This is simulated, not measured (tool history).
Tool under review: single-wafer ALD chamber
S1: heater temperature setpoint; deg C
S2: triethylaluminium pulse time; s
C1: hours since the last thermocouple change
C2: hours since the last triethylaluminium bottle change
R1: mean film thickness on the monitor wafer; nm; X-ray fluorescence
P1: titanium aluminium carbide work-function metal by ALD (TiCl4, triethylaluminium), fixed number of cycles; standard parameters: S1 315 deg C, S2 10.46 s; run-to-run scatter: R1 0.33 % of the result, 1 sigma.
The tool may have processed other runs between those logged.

{"run": 1, "hour": 7.5, "S1": 315, "S2": 10.46, "C1": 1111.4, "C2": 911.1, "R1": 2.1174}
{"run": 2, "hour": 16.8, "S1": 295, "S2": 10.46, "C1": 1120.7, "C2": 920.4, "R1": 1.9343}
{"run": 3, "hour": 25.3, "S1": 315, "S2": 10.46, "C1": 1129.2, "C2": 928.9, "R1": 2.1085}
{"run": 4, "hour": 29.6, "S1": 315, "S2": 10.46, "C1": 1133.5, "C2": 933.2, "R1": 2.117}
{"run": 5, "hour": 35.8, "S1": 315, "S2": 3.5, "C1": 1139.7, "C2": 939.4, "R1": 1.5272}
{"run": 6, "hour": 42.2, "S1": 315, "S2": 16.82, "C1": 1146.1, "C2": 945.8, "R1": 2.1591}
{"run": 7, "hour": 47.2, "S1": 336, "S2": 5.28, "C1": 1151.1, "C2": 950.8, "R1": 1.9801}
{"run": 8, "hour": 53.4, "S1": 339, "S2": 16.76, "C1": 1157.3, "C2": 957.0, "R1": 2.3668}
{"run": 9, "hour": 58.3, "S1": 315, "S2": 10.46, "C1": 1162.2, "C2": 961.9, "R1": 2.1199}
{"run": 10, "hour": 66.9, "S1": 326, "S2": 6.7, "C1": 1170.8, "C2": 970.5, "R1": 2.0447}
{"run": 11, "hour": 71.9, "S1": 337, "S2": 10.46, "C1": 1175.8, "C2": 975.5, "R1": 2.321}
{"run": 12, "hour": 79.0, "S1": 315, "S2": 10.46, "C1": 1182.9, "C2": 982.6, "R1": 2.1176}

Run 13, settings as shown, results not yet in. Your forecast:
{"run": 13, "hour": 85.1, "S1": 315, "S2": 10.46, "C1": 1189.0, "C2": 988.7, "R1": "?"}

Run 13 came out at R1 2.1172 nm.
